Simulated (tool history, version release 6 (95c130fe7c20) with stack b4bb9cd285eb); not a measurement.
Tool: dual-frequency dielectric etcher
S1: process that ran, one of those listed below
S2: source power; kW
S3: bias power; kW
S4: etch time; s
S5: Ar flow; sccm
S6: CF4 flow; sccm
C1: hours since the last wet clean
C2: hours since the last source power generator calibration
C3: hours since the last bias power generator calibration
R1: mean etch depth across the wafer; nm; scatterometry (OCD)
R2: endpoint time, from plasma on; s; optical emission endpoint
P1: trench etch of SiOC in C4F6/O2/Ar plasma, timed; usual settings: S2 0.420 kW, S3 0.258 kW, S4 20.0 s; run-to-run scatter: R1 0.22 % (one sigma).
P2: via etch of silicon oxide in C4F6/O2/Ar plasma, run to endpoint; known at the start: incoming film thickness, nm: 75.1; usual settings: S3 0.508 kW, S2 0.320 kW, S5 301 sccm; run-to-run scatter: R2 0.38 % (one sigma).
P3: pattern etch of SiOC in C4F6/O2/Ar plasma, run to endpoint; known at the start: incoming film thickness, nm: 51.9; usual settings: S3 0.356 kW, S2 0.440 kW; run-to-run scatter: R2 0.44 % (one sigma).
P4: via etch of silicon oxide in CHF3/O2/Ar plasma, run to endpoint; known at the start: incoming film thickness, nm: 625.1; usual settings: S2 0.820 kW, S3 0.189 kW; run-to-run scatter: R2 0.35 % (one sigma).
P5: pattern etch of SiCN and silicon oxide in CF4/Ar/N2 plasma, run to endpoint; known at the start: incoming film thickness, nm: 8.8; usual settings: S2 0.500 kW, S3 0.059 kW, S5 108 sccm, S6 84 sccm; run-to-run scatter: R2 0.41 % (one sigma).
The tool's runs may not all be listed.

run,day,S1,S2,S3,S4,S5,S6,C1,C2,C3,R1,R2
1,0.392,P1,0.420,0.258,20.0,,,176.5,2371.7,1657.9,47.141,
2,1.100,P4,1.140,0.189,,,,193.5,2388.7,1674.9,,240.7200
3,1.750,P1,0.420,0.153,20.0,,,209.1,2404.3,1690.5,39.879,
4,2.158,P1,0.420,0.330,20.0,,,218.9,2414.1,1700.3,51.383,
5,2.612,P2,0.190,0.508,,301,,229.8,2425.0,1711.2,,21.4780
6,3.362,P3,0.440,0.356,,,,247.8,2443.0,1729.2,,18.6430
7,3.696,P5,0.500,0.059,,88,84,255.8,2451.0,1737.2,,9.3168
8,4.275,P3,0.520,0.356,,,,269.7,2464.9,1751.1,,17.6550
9,4.646,P1,0.420,0.258,13.0,,,278.6,2473.8,1760.0,30.682,
10,5.283,P2,0.320,0.659,,301,,293.9,2489.1,1775.3,,15.9710
11,5.704,P5,0.500,0.077,,108,84,304.0,2499.2,1785.4,,8.8326
12,6.408,P1,0.420,0.258,26.5,,,320.9,2516.1,1802.3,62.302,
13,6.854,P1,0.320,0.258,16.0,,,331.6,2526.8,1813.0,33.990,
14,7.196,P5,0.500,0.059,,108,106,339.8,2535.0,1821.2,,9.2863
15,7.942,P3,0.440,0.278,,,,357.7,2552.9,1839.1,,20.4230
16,8.704,P1,0.340,0.316,20.0,,,376.0,2571.2,1857.4,46.563,
17,9.117,P2,0.320,0.508,,301,,385.9,2581.1,1867.3,,17.7190
18,9.667,P1,0.420,0.258,20.0,,,399.1,2594.3,1880.5,47.242,
19,10.321,P1,0.420,0.258,20.0,,,414.8,2610.0,1896.2,47.108,
20,10.938,P2,0.320,0.508,,381,,429.6,2624.8,1911.0,,18.2590
21,11.504,P1,0.420,0.258,20.0,,,443.2,2638.4,1924.6,47.105,
22,11.992,P3,0.440,0.356,,,,454.9,2650.1,1936.3,,18.8130
23,12.762,P5,0.680,0.059,,108,84,473.4,2668.6,1954.8,,7.3393
24,13.154,P5,0.500,0.059,,108,84,482.8,2678.0,1964.2,,9.6275
25,13.529,P1,0.280,0.258,20.0,,,491.8,2687.0,1973.2,40.439,
26,14.229,P1,0.590,0.258,20.0,,,508.6,2703.8,1990.0,53.570,
27,14.729,P1,0.270,0.303,20.0,,,520.6,2715.8,2002.0,42.317,
28,15.396,P4,0.820,0.120,,,,536.6,2731.8,2018.0,,314.6800
29,15.967,P1,0.420,0.258,20.0,,,550.3,2745.5,2031.7,47.122,
30,16.650,P1,0.420,0.258,20.0,,,566.7,2761.9,2048.1,47.095,
31,17.100,P4,0.820,0.189,,,,577.5,2772.7,2058.9,,272.7400
32,17.450,P5,0.500,0.059,,108,84,585.9,2781.1,2067.3,,9.6774
33,18.117,P1,0.420,0.258,20.0,,,601.9,2797.1,2083.3,47.019,
34,18.596,P1,0.420,0.258,20.0,,,613.4,2808.6,2094.8,46.729,
35,19.242,P1,0.420,0.258,20.0,,,628.9,2824.1,2110.3,46.792,
36,19.892,P1,0.420,0.258,20.0,,,644.5,2839.7,2125.9,46.591,
37,20.538,P1,0.420,0.258,20.0,,,660.0,2855.2,2141.4,46.603,
38,21.288,P1,0.420,0.258,20.0,,,678.0,2873.2,2159.4,46.422,
39,22.017,P1,0.420,0.258,20.0,,,695.5,2890.7,2176.9,46.453,
40,22.562,P1,0.420,0.258,20.0,,,708.6,2903.8,2190.0,46.769,
41,23.104,P1,0.420,0.258,20.0,,,721.6,2916.8,2203.0,46.436,
# day 23.108: wet clean of the chamber
42,23.812,P1,0.420,0.258,20.0,,,16.9,2933.8,2220.0,46.488,
43,24.475,P1,0.420,0.258,20.0,,,32.8,2949.7,2235.9,46.400,
44,24.988,P1,0.420,0.258,20.0,,,45.1,2962.0,2248.2,46.247,

What P1 gives has crept away from where it was. These 2 causes fit the log equally well, each at the size given:
A: source power that arrives under what is set, % = 3.82
B: bias power that arrives under what is set, % = 4.3
The creep began at about day 18.117.
Why every other cause is out:
chamber walls in a state that lowers the etch rate, %: serviced at day 23.108, which brought nothing back

4 check runs are offered, each on 2 wafers whose results are averaged, their results left as question marks. Which one tells the causes apart?
check 1,25.500,P4,1.080,0.189,,,,,,,,?
check 2,25.500,P3,0.520,0.293,,,,,,,,?
check 3,25.500,P5,0.670,0.059,,108,84,,,,,?
check 4,25.500,P2,0.210,0.508,,301,,,,,,?

What each check would give under each cause:
check,result,if A,if B
check 1,R2,249.2000,249.0100
check 2,R2,19.0980,19.0970
check 3,R2,7.6748,7.5124
check 4,R2,20.9790,21.0370
How far apart the two closest causes lie, in the result that separates them most: check 1 0.08 %; check 2 0.01 %; check 3 2.14 %; check 4 0.27 %
Only check 3 tells the causes apart: in the others they would give nearly the same result.

Then check 3 was run and gave: R2 7.7011 s. Which cause is it?

It is A: source power that arrives under what is set, %.

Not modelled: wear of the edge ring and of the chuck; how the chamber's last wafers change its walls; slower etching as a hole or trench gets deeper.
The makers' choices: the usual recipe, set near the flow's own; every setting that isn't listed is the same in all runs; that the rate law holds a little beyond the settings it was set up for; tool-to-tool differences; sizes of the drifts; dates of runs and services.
